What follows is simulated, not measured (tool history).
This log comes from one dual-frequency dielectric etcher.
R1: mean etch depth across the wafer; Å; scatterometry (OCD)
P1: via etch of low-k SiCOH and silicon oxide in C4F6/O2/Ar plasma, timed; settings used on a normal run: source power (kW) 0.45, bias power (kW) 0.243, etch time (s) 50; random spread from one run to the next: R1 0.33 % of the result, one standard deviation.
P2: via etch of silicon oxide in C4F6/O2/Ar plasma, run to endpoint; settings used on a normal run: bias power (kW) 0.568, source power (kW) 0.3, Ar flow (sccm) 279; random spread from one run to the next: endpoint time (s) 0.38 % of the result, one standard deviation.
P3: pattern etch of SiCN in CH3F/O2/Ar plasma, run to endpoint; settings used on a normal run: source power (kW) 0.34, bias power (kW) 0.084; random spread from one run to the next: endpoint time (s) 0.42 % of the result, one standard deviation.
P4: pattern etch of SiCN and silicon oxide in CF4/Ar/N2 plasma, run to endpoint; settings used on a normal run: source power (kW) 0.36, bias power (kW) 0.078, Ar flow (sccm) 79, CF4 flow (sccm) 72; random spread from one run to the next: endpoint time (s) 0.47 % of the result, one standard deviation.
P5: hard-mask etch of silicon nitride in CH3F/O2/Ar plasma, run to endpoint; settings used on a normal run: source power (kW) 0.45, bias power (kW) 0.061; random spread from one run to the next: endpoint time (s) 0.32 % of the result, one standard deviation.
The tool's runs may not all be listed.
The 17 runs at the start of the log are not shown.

{"run": 18, "hour": 124.2, "process that ran": "P1", "source power (kW)": 0.45, "bias power (kW)": 0.243, "etch time (s)": 50, "R1": 1623.1}
{"run": 19, "hour": 133.1, "process that ran": "P1", "source power (kW)": 0.45, "bias power (kW)": 0.243, "etch time (s)": 27.5, "R1": 897.77}
{"run": 20, "hour": 141.5, "process that ran": "P4", "source power (kW)": 0.36, "bias power (kW)": 0.078, "Ar flow (sccm)": 79, "CF4 flow (sccm)": 72, "endpoint time (s)": 23.139}
{"run": 21, "hour": 147.7, "process that ran": "P4", "source power (kW)": 0.36, "bias power (kW)": 0.099, "Ar flow (sccm)": 79, "CF4 flow (sccm)": 72, "endpoint time (s)": 21.546}
{"run": 22, "hour": 152.8, "process that ran": "P5", "source power (kW)": 0.45, "bias power (kW)": 0.061, "endpoint time (s)": 65.797}
{"run": 23, "hour": 158.7, "process that ran": "P1", "source power (kW)": 0.45, "bias power (kW)": 0.163, "etch time (s)": 50, "R1": 1426.2}
{"run": 24, "hour": 165.6, "process that ran": "P3", "source power (kW)": 0.34, "bias power (kW)": 0.112, "endpoint time (s)": 13.844}
{"run": 25, "hour": 171.4, "process that ran": "P1", "source power (kW)": 0.31, "bias power (kW)": 0.243, "etch time (s)": 50, "R1": 1409.7}
{"run": 26, "hour": 179.9, "process that ran": "P3", "source power (kW)": 0.34, "bias power (kW)": 0.084, "endpoint time (s)": 15.407}
{"run": 27, "hour": 186.8, "process that ran": "P1", "source power (kW)": 0.57, "bias power (kW)": 0.243, "etch time (s)": 61, "R1": 2181.3}
{"run": 28, "hour": 195.5, "process that ran": "P2", "source power (kW)": 0.39, "bias power (kW)": 0.568, "Ar flow (sccm)": 279, "endpoint time (s)": 17.908}
{"run": 29, "hour": 203.4, "process that ran": "P1", "source power (kW)": 0.45, "bias power (kW)": 0.243, "etch time (s)": 50, "R1": 1624.2}
{"run": 30, "hour": 212.7, "process that ran": "P1", "source power (kW)": 0.45, "bias power (kW)": 0.243, "etch time (s)": 62, "R1": 2021.4}
{"run": 31, "hour": 222.0, "process that ran": "P5", "source power (kW)": 0.45, "bias power (kW)": 0.08, "endpoint time (s)": 60.225}

The next listed run, before its measurement:
{"run": 32, "hour": 229.7, "process that ran": "P4", "source power (kW)": 0.36, "bias power (kW)": 0.078, "Ar flow (sccm)": 79, "CF4 flow (sccm)": 91, "endpoint time (s)": "?"}

{"run 32": {"endpoint time (s)": 22.539}}
